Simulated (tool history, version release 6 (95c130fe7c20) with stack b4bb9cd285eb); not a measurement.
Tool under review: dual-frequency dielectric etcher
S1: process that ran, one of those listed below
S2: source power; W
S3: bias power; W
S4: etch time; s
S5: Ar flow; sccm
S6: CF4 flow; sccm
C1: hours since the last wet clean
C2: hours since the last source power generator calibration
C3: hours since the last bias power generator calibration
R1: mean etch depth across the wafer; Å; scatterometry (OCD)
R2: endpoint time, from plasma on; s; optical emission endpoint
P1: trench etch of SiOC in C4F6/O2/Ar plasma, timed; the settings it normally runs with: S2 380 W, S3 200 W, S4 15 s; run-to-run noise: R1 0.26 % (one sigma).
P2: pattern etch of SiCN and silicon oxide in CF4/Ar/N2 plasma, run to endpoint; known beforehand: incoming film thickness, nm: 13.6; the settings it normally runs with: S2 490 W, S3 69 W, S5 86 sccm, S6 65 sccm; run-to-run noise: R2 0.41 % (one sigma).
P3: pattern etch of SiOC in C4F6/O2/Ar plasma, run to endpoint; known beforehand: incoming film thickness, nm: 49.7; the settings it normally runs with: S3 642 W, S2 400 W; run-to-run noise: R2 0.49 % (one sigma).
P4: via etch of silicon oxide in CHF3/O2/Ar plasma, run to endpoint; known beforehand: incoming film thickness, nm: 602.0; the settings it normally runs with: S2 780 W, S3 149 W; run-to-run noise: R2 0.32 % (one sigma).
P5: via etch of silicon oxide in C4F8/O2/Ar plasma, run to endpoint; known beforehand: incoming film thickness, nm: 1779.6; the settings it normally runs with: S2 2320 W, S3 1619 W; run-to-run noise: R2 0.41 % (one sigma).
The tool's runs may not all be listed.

run,day,S1,S2,S3,S4,S5,S6,C1,C2,C3,R1,R2
1,0.162,P1,380,200,15,,,137.3,742.7,2857.3,324.87,
2,0.529,P4,780,149,,,,146.1,751.5,2866.1,,298.26
3,0.725,P3,510,642,,,,150.8,756.2,2870.8,,13.282
4,1.058,P1,380,200,15,,,158.8,764.2,2878.8,323.63,
# day 1.092: source power generator calibrated
5,1.333,P1,380,200,15,,,165.4,5.8,2885.4,323.3,
6,1.612,P1,380,155,11,,,172.1,12.5,2892.1,218.46,
7,1.854,P1,380,272,15,,,177.9,18.3,2897.9,358.59,
8,2.142,P3,400,908,,,,184.8,25.2,2904.8,,12.601
9,2.325,P1,380,200,11.5,,,189.2,29.6,2909.2,247.14,
10,2.529,P3,400,642,,,,194.1,34.5,2914.1,,14.334
11,2.838,P2,490,49,,86,65,201.5,41.9,2921.5,,16.11
12,3.017,P2,490,69,,123,65,205.8,46.2,2925.8,,15.418
13,3.333,P1,380,200,18.5,,,213.4,53.8,2933.4,400.59,
# day 3.533: wet clean of the chamber
14,3.662,P1,300,200,15,,,3.2,61.7,2941.3,295.88,
15,3.879,P4,780,149,,,,8.4,66.9,2946.5,,297.18
16,4.117,P1,380,200,15,,,14.1,72.6,2952.2,324.11,
17,4.3,P5,1390,1619,,,,18.5,77,2956.6,,420.44
18,4.592,P1,380,142,15,,,25.5,84,2963.6,291.99,
19,4.812,P2,490,69,,86,85,30.8,89.3,2968.9,,13.925
20,4.971,P2,680,69,,86,65,34.6,93.1,2972.7,,10.891
21,5.242,P1,380,200,15,,,41.1,99.6,2979.2,322.7,

Run 22 has not been measured yet. What should we expect?
22,5.588,P1,380,200,15,,,49.4,107.9,2987.5,?,

{"run 22": {"R1": 324.03}}
